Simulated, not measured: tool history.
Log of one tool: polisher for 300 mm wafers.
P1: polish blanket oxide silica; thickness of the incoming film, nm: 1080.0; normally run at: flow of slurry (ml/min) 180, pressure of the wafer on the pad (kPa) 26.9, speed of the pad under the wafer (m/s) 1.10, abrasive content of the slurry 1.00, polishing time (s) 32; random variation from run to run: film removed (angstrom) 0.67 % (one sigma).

run	hour	flow of slurry (ml/min)	pressure of the wafer on the pad (kPa)	speed of the pad under the wafer (m/s)	abrasive content of the slurry	polishing time (s)	film removed (angstrom)
1	8.9	180	26.9	1.10	1.00	32	1040.90
2	21.5	180	40.7	1.10	1.00	32	1589.50
3	36.9	265	26.9	1.10	1.00	32	1096.80
4	48.6	180	26.9	1.40	1.30	32	1436.30
5	65.0	115	26.9	1.10	1.00	32	974.08
6	74.8	180	26.9	1.10	1.20	32	1146.00
7	89.9	180	26.9	1.10	0.50	32	719.95
8	107.8	180	26.9	0.66	1.00	32	699.88
# hour 114.5: slurry nozzle cleaned
9	123.5	180	26.9	1.10	1.00	32	1033.40
10	139.8	180	26.9	1.10	1.00	49	1611.00
11	158.6	180	26.9	1.10	1.00	15	493.02
# hour 166.2: slurry blender recalibrated
12	171.2	180	26.9	1.10	1.00	32	1047.90
13	186.6	180	26.9	1.72	1.00	32	1502.60
14	202.3	180	15.9	1.10	1.00	32	622.59
15	219.1	180	26.9	1.10	1.00	32	1053.00
16	230.3	180	17.9	0.72	1.00	32	495.87
17	245.9	115	26.9	1.10	1.45	32	1145.90

The next listed run, before its measurement:
18	256.3	180	26.9	1.10	1.00	32	?

{"run 18": {"film removed (angstrom)": 1053.2}}
